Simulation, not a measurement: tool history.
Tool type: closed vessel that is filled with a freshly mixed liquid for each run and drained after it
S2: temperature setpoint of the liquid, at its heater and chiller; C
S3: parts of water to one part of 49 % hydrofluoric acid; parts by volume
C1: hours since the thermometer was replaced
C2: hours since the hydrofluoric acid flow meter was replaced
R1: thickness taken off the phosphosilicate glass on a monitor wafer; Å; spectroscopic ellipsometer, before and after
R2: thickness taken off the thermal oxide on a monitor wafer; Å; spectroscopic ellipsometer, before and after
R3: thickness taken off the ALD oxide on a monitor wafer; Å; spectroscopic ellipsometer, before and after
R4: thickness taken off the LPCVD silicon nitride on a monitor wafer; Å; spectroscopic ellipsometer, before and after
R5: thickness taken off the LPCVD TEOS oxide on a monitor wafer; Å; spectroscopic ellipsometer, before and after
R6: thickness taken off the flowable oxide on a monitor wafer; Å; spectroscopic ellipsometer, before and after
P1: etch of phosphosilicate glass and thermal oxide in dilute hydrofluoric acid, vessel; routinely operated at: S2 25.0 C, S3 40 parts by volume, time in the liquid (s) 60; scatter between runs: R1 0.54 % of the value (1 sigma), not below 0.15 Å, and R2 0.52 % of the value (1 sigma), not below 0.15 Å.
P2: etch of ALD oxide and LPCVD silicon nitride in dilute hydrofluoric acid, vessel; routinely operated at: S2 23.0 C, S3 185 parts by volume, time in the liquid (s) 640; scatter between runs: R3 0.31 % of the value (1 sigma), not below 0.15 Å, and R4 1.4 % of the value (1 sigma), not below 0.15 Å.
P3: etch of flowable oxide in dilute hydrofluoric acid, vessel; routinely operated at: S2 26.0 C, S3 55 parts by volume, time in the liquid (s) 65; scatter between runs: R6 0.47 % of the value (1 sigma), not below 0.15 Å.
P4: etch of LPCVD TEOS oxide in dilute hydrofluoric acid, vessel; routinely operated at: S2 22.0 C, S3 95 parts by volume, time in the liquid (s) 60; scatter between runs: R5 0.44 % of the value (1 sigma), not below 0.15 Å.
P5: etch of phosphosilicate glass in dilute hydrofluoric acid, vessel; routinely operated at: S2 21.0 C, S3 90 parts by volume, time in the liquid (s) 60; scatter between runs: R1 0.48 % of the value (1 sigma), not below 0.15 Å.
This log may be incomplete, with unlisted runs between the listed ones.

{"run": 1, "hour": 11.5, "process that ran": "P1", "S2": 25.0, "S3": 40, "time in the liquid (s)": 60, "C1": 1193.6, "C2": 374.1, "R1": 996.29, "R2": 80.094}
{"run": 2, "hour": 20.3, "process that ran": "P1", "S2": 25.0, "S3": 40, "time in the liquid (s)": 30, "C1": 1202.4, "C2": 382.9, "R1": 498.21, "R2": 39.864}
{"run": 3, "hour": 32.7, "process that ran": "P2", "S2": 23.0, "S3": 110, "time in the liquid (s)": 640, "C1": 1214.8, "C2": 395.3, "R3": 983.33, "R4": 28.613}
{"run": 4, "hour": 45.4, "process that ran": "P1", "S2": 25.0, "S3": 40, "time in the liquid (s)": 60, "C1": 1227.5, "C2": 408.0, "R1": 999.9, "R2": 80.505}
{"run": 5, "hour": 52.5, "process that ran": "P4", "S2": 22.0, "S3": 95, "time in the liquid (s)": 30, "C1": 1234.6, "C2": 415.1, "R5": 100.65}
{"run": 6, "hour": 58.7, "process that ran": "P5", "S2": 21.0, "S3": 90, "time in the liquid (s)": 95, "C1": 1240.8, "C2": 421.3, "R1": 1882.1}
{"run": 7, "hour": 69.0, "process that ran": "P1", "S2": 25.0, "S3": 40, "time in the liquid (s)": 105, "C1": 1251.1, "C2": 431.6, "R1": 1734.0, "R2": 138.86}
{"run": 8, "hour": 76.8, "process that ran": "P2", "S2": 23.0, "S3": 185, "time in the liquid (s)": 315, "C1": 1258.9, "C2": 439.4, "R3": 264.63, "R4": 8.537}
{"run": 9, "hour": 86.0, "process that ran": "P1", "S2": 25.0, "S3": 40, "time in the liquid (s)": 60, "C1": 1268.1, "C2": 448.6, "R1": 994.08, "R2": 79.738}
{"run": 10, "hour": 93.8, "process that ran": "P3", "S2": 34.0, "S3": 55, "time in the liquid (s)": 65, "C1": 1275.9, "C2": 456.4, "R6": 705.21}
{"hour": 100.8, "done": "thermometer replaced"}
{"run": 11, "hour": 101.4, "process that ran": "P2", "S2": 30.0, "S3": 185, "time in the liquid (s)": 640, "C1": 0.6, "C2": 464.0, "R3": 693.44, "R4": 25.93}
{"run": 12, "hour": 109.5, "process that ran": "P1", "S2": 30.5, "S3": 40, "time in the liquid (s)": 60, "C1": 8.7, "C2": 472.1, "R1": 1233.4, "R2": 99.619}
{"run": 13, "hour": 115.2, "process that ran": "P5", "S2": 21.0, "S3": 90, "time in the liquid (s)": 60, "C1": 14.4, "C2": 477.8, "R1": 1188.8}
{"run": 14, "hour": 128.3, "process that ran": "P4", "S2": 17.5, "S3": 95, "time in the liquid (s)": 60, "C1": 27.5, "C2": 490.9, "R5": 167.32}
{"run": 15, "hour": 138.0, "process that ran": "P3", "S2": 26.0, "S3": 55, "time in the liquid (s)": 65, "C1": 37.2, "C2": 500.6, "R6": 517.38}
{"run": 16, "hour": 144.3, "process that ran": "P5", "S2": 17.0, "S3": 90, "time in the liquid (s)": 60, "C1": 43.5, "C2": 506.9, "R1": 1005.4}
{"run": 17, "hour": 151.0, "process that ran": "P3", "S2": 26.0, "S3": 20, "time in the liquid (s)": 65, "C1": 50.2, "C2": 513.6, "R6": 1485.9}
{"run": 18, "hour": 161.8, "process that ran": "P5", "S2": 21.0, "S3": 90, "time in the liquid (s)": 60, "C1": 61.0, "C2": 524.4, "R1": 1186.9}
{"run": 19, "hour": 174.7, "process that ran": "P4", "S2": 22.0, "S3": 95, "time in the liquid (s)": 60, "C1": 73.9, "C2": 537.3, "R5": 200.36}
{"run": 20, "hour": 182.9, "process that ran": "P4", "S2": 22.0, "S3": 45, "time in the liquid (s)": 60, "C1": 82.1, "C2": 545.5, "R5": 447.27}
{"run": 21, "hour": 196.1, "process that ran": "P1", "S2": 25.0, "S3": 40, "time in the liquid (s)": 60, "C1": 95.3, "C2": 558.7, "R1": 989.18, "R2": 80.031}
{"run": 22, "hour": 203.6, "process that ran": "P1", "S2": 25.0, "S3": 20, "time in the liquid (s)": 60, "C1": 102.8, "C2": 566.2, "R1": 2051.3, "R2": 163.12}
{"run": 23, "hour": 216.6, "process that ran": "P1", "S2": 25.0, "S3": 40, "time in the liquid (s)": 60, "C1": 115.8, "C2": 579.2, "R1": 986.16, "R2": 79.901}
{"run": 24, "hour": 222.6, "process that ran": "P2", "S2": 23.0, "S3": 185, "time in the liquid (s)": 640, "C1": 121.8, "C2": 585.2, "R3": 537.91, "R4": 16.543}
{"run": 25, "hour": 231.3, "process that ran": "P3", "S2": 26.0, "S3": 55, "time in the liquid (s)": 130, "C1": 130.5, "C2": 593.9, "R6": 1028.9}
{"hour": 232.7, "done": "hydrofluoric acid flow meter replaced"}
{"run": 26, "hour": 241.7, "process that ran": "P5", "S2": 21.0, "S3": 165, "time in the liquid (s)": 60, "C1": 140.9, "C2": 9.1, "R1": 597.28}
{"run": 27, "hour": 248.5, "process that ran": "P1", "S2": 25.0, "S3": 60, "time in the liquid (s)": 35, "C1": 147.7, "C2": 15.9, "R1": 376.5, "R2": 30.141}
{"run": 28, "hour": 256.5, "process that ran": "P1", "S2": 18.0, "S3": 40, "time in the liquid (s)": 60, "C1": 155.7, "C2": 23.9, "R1": 744.45, "R2": 60.255}
{"run": 29, "hour": 267.6, "process that ran": "P1", "S2": 25.0, "S3": 60, "time in the liquid (s)": 60, "C1": 166.8, "C2": 35.0, "R1": 646.54, "R2": 51.683}
{"run": 30, "hour": 279.7, "process that ran": "P1", "S2": 25.0, "S3": 40, "time in the liquid (s)": 60, "C1": 178.9, "C2": 47.1, "R1": 992.88, "R2": 79.979}
{"run": 31, "hour": 288.1, "process that ran": "P1", "S2": 25.0, "S3": 40, "time in the liquid (s)": 60, "C1": 187.3, "C2": 55.5, "R1": 1027.6, "R2": 81.661}
{"run": 32, "hour": 294.0, "process that ran": "P1", "S2": 25.0, "S3": 40, "time in the liquid (s)": 60, "C1": 193.2, "C2": 61.4, "R1": 1033.1, "R2": 83.626}
{"run": 33, "hour": 299.8, "process that ran": "P1", "S2": 25.0, "S3": 40, "time in the liquid (s)": 60, "C1": 199.0, "C2": 67.2, "R1": 1045.6, "R2": 83.774}
{"run": 34, "hour": 309.7, "process that ran": "P1", "S2": 25.0, "S3": 40, "time in the liquid (s)": 60, "C1": 208.9, "C2": 77.1, "R1": 1050.9, "R2": 84.951}
{"run": 35, "hour": 319.8, "process that ran": "P1", "S2": 25.0, "S3": 40, "time in the liquid (s)": 60, "C1": 219.0, "C2": 87.2, "R1": 1061.9, "R2": 84.951}
{"run": 36, "hour": 330.0, "process that ran": "P1", "S2": 25.0, "S3": 40, "time in the liquid (s)": 60, "C1": 229.2, "C2": 97.4, "R1": 1062.3, "R2": 85.564}
{"run": 37, "hour": 341.2, "process that ran": "P1", "S2": 25.0, "S3": 40, "time in the liquid (s)": 60, "C1": 240.4, "C2": 108.6, "R1": 1064.7, "R2": 85.288}
{"run": 38, "hour": 354.3, "process that ran": "P1", "S2": 25.0, "S3": 40, "time in the liquid (s)": 60, "C1": 253.5, "C2": 121.7, "R1": 1074.1, "R2": 86.503}

What P1 gives has crept off from where it sat before. The 2 causes that follow fit the log equally well, each at the size noted:
A: liquid hotter than its thermometer reads (K) = 1.69
B: hydrofluoric acid flow above the setpoint (%) = 6.77
The onset of the drift is placed at about hour 279.7.

The list below offers 4 check runs, each averaging the results of 3 wafers, and shows each result as a question mark. For which of them would the listed causes give clearly different results?
{"run": "check 1", "hour": 367.4, "process that ran": "P5", "S2": 21.0, "S3": 90, "time in the liquid (s)": 60, "R1": "?"}
{"run": "check 2", "hour": 367.4, "process that ran": "P4", "S2": 22.0, "S3": 95, "time in the liquid (s)": 60, "R5": "?"}
{"run": "check 3", "hour": 367.4, "process that ran": "P2", "S2": 23.0, "S3": 185, "time in the liquid (s)": 640, "R3": "?", "R4": "?"}
{"run": "check 4", "hour": 367.4, "process that ran": "P3", "S2": 26.0, "S3": 55, "time in the liquid (s)": 65, "R6": "?"}

Predicted outcomes, by check and by cause:
check=check_1 result=R1 if_A=1272.10 if_B=1276.50
check=check_2 result=R5 if_A=214.24 if_B=215.25
check=check_3 result=R3 if_A=573.46 if_B=582.10
check=check_3 result=R4 if_A=18.851 if_B=18.055
check=check_4 result=R6 if_A=549.32 if_B=550.80
Per check, the gap between the least separated pair of causes, taken in the result that splits them most: check 1 0.35 %; check 2 0.47 %; check 3 4.31 %; check 4 0.27 %
Of the check runs offered, only check 3 discriminates between the causes; the rest would read about the same regardless of which cause applies.

With check 3 done, the readings were: R3 581.83 Å; R4 17.705 Å. Identify which of the listed causes applies.

The correct cause is B, namely: hydrofluoric acid flow above the setpoint (%).
